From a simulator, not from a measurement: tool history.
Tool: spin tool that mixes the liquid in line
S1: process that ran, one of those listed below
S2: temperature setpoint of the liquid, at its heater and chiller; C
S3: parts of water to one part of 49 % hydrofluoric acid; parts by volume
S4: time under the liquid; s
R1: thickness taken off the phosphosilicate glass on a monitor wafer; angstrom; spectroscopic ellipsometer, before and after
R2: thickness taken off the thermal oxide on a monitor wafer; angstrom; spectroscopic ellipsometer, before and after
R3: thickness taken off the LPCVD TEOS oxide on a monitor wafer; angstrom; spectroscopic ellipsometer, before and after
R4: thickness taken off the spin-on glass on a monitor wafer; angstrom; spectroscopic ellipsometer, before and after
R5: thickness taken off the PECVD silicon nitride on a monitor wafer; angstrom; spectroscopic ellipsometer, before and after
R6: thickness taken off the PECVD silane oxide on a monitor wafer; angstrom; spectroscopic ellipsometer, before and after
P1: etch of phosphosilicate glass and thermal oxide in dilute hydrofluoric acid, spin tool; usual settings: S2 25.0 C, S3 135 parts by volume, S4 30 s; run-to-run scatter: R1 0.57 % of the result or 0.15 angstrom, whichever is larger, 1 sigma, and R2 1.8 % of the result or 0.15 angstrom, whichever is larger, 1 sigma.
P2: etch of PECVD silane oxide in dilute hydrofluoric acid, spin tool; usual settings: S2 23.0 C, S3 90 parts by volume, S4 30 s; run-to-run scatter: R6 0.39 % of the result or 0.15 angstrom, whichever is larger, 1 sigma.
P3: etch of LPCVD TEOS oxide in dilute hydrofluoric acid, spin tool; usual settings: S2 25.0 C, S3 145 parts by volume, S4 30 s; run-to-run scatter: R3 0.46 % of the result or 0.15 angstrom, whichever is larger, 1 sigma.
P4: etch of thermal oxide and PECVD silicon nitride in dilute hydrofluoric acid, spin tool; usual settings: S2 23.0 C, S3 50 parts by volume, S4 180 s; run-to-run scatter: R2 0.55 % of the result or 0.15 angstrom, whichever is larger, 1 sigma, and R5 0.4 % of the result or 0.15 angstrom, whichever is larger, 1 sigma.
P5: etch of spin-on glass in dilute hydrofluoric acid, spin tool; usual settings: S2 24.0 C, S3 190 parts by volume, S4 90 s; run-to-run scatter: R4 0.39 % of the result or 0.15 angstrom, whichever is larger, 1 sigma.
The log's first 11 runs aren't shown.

run,hour,S1,S2,S3,S4,R1,R2,R3,R4,R5,R6
12,88.8,P1,25.0,135,15,69.062,5.6308,,,,
13,98.0,P5,32.0,190,90,,,,163.240,,
14,106.0,P2,23.0,90,60,,,,,,128.370
15,115.1,P1,25.0,135,30,137.210,11.0430,,,,
16,120.5,P1,25.0,245,30,67.979,5.5869,,,,
17,129.5,P1,25.0,135,30,137.390,10.7770,,,,
18,135.9,P1,25.0,135,30,138.660,11.3170,,,,
19,146.0,P1,25.0,65,30,310.930,24.4860,,,,
20,151.6,P1,21.0,135,30,119.040,9.6216,,,,
# hour 156.1: hydrofluoric acid flow meter replaced
21,160.9,P5,24.0,190,15,,,,20.356,,
22,172.2,P4,23.0,50,55,,50.6340,,,18.372,
23,179.4,P1,18.0,135,60,210.170,16.6460,,,,
24,186.7,P5,24.0,325,90,,,,62.453,,

Run 25 comes next. What will it give?
25,192.7,P2,23.0,20,30,,,,,,?

Run 25 gave R6 316.950 angstrom.

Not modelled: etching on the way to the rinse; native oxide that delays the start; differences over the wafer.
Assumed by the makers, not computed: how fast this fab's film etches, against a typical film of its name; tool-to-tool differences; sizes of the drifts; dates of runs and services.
